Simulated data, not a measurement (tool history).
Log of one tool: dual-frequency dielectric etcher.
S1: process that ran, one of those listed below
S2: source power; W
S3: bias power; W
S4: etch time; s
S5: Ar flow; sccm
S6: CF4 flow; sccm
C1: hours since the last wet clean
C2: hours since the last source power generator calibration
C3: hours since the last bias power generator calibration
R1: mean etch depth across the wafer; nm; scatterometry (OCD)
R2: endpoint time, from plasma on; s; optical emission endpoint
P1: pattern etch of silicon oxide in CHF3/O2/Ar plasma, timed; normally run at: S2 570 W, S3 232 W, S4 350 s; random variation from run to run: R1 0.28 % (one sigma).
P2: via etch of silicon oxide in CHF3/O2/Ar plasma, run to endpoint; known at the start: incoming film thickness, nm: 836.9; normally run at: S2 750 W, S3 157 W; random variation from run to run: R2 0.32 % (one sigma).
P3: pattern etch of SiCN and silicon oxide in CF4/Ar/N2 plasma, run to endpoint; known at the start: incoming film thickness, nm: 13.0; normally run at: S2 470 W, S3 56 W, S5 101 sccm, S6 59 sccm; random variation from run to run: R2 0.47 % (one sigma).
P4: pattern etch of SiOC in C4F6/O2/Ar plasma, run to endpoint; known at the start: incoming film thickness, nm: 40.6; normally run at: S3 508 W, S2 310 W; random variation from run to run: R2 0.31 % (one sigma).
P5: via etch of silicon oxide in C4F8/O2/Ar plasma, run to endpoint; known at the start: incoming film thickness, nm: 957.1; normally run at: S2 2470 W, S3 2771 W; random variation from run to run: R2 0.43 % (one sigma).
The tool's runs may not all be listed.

run	hour	S1	S2	S3	S4	S5	S6	C1	C2	C3	R1	R2
1	8.1	P1	570	232	350			290.2	2486	1302.9	736.6	
2	11.9	P4	310	690				294	2489.8	1306.7		13.641
3	16.4	P5	3330	2771				298.5	2494.3	1311.2		135.97
4	22.6	P4	210	508				304.7	2500.5	1317.4		17.837
5	28.7	P4	310	508				310.8	2506.6	1323.5		15.41
6	32.6	P2	750	191				314.7	2510.5	1327.4		377.96
7	38	P1	570	286	350			320.1	2515.9	1332.8	797.02	
8	45.9	P3	470	56		65	59	328	2523.8	1340.7		15.15
9	53.7	P2	750	157				335.8	2531.6	1348.5		400.37
10	59.4	P3	470	56		101	59	341.5	2537.3	1354.2		16.213
11	67.3	P1	400	232	350			349.4	2545.2	1362.1	648.05	
12	75.5	P1	570	232	350			357.6	2553.4	1370.3	737.5	
13	80.7	P1	570	232	350			362.8	2558.6	1375.5	739.29	
14	85.8	P2	500	157				367.9	2563.7	1380.6		471.07
15	90.5	P4	310	508				372.6	2568.4	1385.3		15.383
16	94.7	P3	470	45		101	59	376.8	2572.6	1389.5		17.405
17	101.1	P1	570	232	350			383.2	2579	1395.9	736.31	
18	104.8	P1	430	232	218.5			386.9	2582.7	1399.6	414.56	
19	112	P2	750	157				394.1	2589.9	1406.8		401.97
20	117.3	P1	570	160	350			399.4	2595.2	1412.1	650.23	
21	123.9	P1	570	232	509			406	2601.8	1418.7	1071.1	
22	128.1	P5	2470	2771				410.2	2606	1422.9		153.9
23	133	P1	570	232	216.5			415.1	2610.9	1427.8	457.91	
24	138.1	P1	800	232	350			420.2	2616	1432.9	841.11	
25	145.2	P5	2470	2771				427.3	2623.1	1440		154.55
26	152	P1	690	232	486			434.1	2629.9	1446.8	1097.9	
27	159.3	P3	570	56		101	59	441.4	2637.2	1454.1		13.82
28	163	P1	680	296	350			445.1	2640.9	1457.8	862	
29	168.4	P5	2470	3527				450.5	2646.3	1463.2		142.96
30	174.1	P3	470	56		101	80	456.2	2652	1468.9		15.518
31	181.5	P1	570	232	350			463.6	2659.4	1476.3	736.31	
32	187.4	P1	570	232	350			469.5	2665.3	1482.2	744.44	
33	191.1	P1	570	232	350			473.2	2669	1485.9	743.99	
34	198.3	P1	570	232	350			480.4	2676.2	1493.1	744.73	
35	204.6	P1	570	232	350			486.7	2682.5	1499.4	746.85	
36	210	P1	570	232	350			492.1	2687.9	1504.8	749.65	
37	214.8	P1	570	232	350			496.9	2692.7	1509.6	749.49	
38	219.1	P1	570	232	350			501.2	2697	1513.9	743.37	
# hour 222.7: wet clean of the chamber
39	224.5	P1	570	232	350			1.9	2702.4	1519.3	747.99	
40	230	P1	570	232	350			7.4	2707.9	1524.8	747.09	
41	233.7	P1	570	232	350			11.1	2711.6	1528.5	747.1	
42	238.7	P1	570	232	350			16.1	2716.6	1533.5	745.61	

What P1 gives has crept away from where it was. These 2 causes fit the log equally well, each at the size given:
A: bias power that arrives over what is set, % = 4.05
B: source power that arrives over what is set, % = 3.81
The creep began at about hour 181.5.
Why every other cause is out:
chamber walls in a state that raises the etch rate, %: serviced at hour 222.7, which brought nothing back

4 check runs are offered, each on 3 wafers whose results are averaged, their results left as question marks. Which one tells the causes apart?
check 1	243.7	P2	570	157								?
check 2	243.7	P3	470	56		76	59					?
check 3	243.7	P4	310	641								?
check 4	243.7	P5	3300	3445								?

What each check would give under each cause:
check	result	if A	if B
check 1	R2	440.38	439.8
check 2	R2	15.364	15.047
check 3	R2	13.875	13.902
check 4	R2	127	126.7
How far apart the two closest causes lie, in the result that separates them most: check 1 0.13 %; check 2 2.09 %; check 3 0.19 %; check 4 0.23 %
Only check 2 tells the causes apart: in the others they would give nearly the same result.

Then check 2 was run and gave: R2 15.098 s. Which cause is it?

It is B: source power that arrives over what is set, %.
